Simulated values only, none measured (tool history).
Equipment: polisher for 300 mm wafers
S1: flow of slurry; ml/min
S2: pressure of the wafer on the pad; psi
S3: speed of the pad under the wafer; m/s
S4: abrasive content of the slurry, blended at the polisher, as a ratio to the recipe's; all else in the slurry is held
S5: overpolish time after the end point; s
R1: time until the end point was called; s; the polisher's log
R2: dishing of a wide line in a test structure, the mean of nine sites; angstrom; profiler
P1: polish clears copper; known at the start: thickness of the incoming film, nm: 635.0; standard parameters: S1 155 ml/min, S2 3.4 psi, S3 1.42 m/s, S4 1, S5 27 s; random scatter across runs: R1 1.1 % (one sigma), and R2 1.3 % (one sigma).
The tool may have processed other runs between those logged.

run   hour   S1   S2    S3   S4  S5      R1      R2
  1   14.7  155  3.4  1.42    1  27  114.18  754.76
  2   26.8  155  3.4  1.42    1  27  114.33  754.81
  3   38.7   95  3.4  1.42    1  27  125.86  731.45
      47.4  -- head pressure recalibrated
  4   54.2  155  3.4  1.42    1  27  112.89  772.43
  5     71  155  3.4  1.42    1  27  113.52   778.9
  6   79.2  155  3.4  1.42    1  27  114.16  780.99
  7   91.8  155  3.4  1.42    1  53  112.65  1044.6
  8  108.7  155  3.4  1.42  0.6  27  127.28  736.84
  9  123.5  155  1.5  1.42    1  27  261.12  407.39
 10  133.1  155  4.8  1.42    1  27  80.913  963.71
 11  148.7  155  3.4  1.06    1  27  152.75  625.33
 12  157.4  155  5.1  1.78    1  27  60.358  1116.2
 13    166  155  3.4  1.42  1.2  27  110.48  792.26
 14  175.2   95  3.4  1.42  0.7  27  139.04  683.13
 15  183.5  215  3.4  1.42    1  27  108.75  793.27
 16  195.6  155  2.5  1.42    1  47  154.04  824.37
 17  206.2  155  3.4  1.42    1  27  112.98  773.91
 18  217.6  155  3.4  1.42    1   8  113.51  307.12
 19  229.4  155  3.4     2    1  27  81.525  915.05
 20  242.5  155  3.4  1.42    1  27  113.19  762.51
 21  255.2  155  3.4  1.42    1  27  116.84  774.86
 22    270  155  3.4  1.42    1  27  120.21  752.71
 23  278.6  155  3.4  1.42    1  27  119.24  740.41
 24    291  155  3.4  1.42    1  27  122.08  751.86
       303  -- slurry blender recalibrated
 25  308.9  155  3.4  1.42    1  27  122.43  733.82
     310.3  -- head pressure recalibrated
 26  317.3  155  3.4  1.42    1  27  120.46  744.04
 27    335  155  3.4  1.42    1  27  122.17     715
 28  347.9  155  3.4  1.42    1  27  120.82  734.53
 29  357.9  155  3.4  1.42    1  27  120.59  706.92
 30    366  155  3.4  1.42    1  27  122.66  719.39

Something has made what P1 gives creep away from where it was; the 2 causes below, each at its own stated size, fit the log equally well:
A: removal rate lost through wear of the pad, % = 7.26
B: slurry flow missing at the pad, % = 31.6
The process output started creeping at around hour 242.5.
Ruled out, with reasons:
head's pressure below its setpoint, %: serviced at hour 310.3, after the drift had started, without restoring the earlier output
abrasive missing from the slurry, %: serviced at hour 303, after the drift had started, without restoring the earlier output

The 4 check runs listed below each average the results of 5 wafers, and their outcomes are marked with question marks. Under which run would the listed causes produce clearly different results?
check 1  374.1  155  1.9  1.42  1.2  27   ?   ?
check 2  374.1  155  3.4  1.42    1  14   ?   ?
check 3  374.1   95  3.4  1.42    1  27   ?   ?
check 4  374.1  155  3.4  1.42    1  51   ?   ?

Predicted outcomes, by check and by cause:
  check  result    if A    if B
check 1      R1  211.13  211.13
check 1      R2  474.88  474.88
check 2      R1  122.74  122.74
check 2      R2  458.42  458.42
check 3      R1  135.97   141.6
check 3      R2  684.68  666.66
check 4      R1  122.74  122.74
check 4      R2  1008.7  1008.7
Distance between the nearest two causes, measured in the result of the check that separates them most: check 1 0 %; check 2 0 %; check 3 4.06 %; check 4 0 %
Check 3 distinguishes between the causes, while the remaining checks would return nearly the same result for all of them.

Check 3 was then run and gave: R1 141.3 s; R2 672.24 angstrom. Which cause is it?

The cause is B: slurry flow missing at the pad, %.

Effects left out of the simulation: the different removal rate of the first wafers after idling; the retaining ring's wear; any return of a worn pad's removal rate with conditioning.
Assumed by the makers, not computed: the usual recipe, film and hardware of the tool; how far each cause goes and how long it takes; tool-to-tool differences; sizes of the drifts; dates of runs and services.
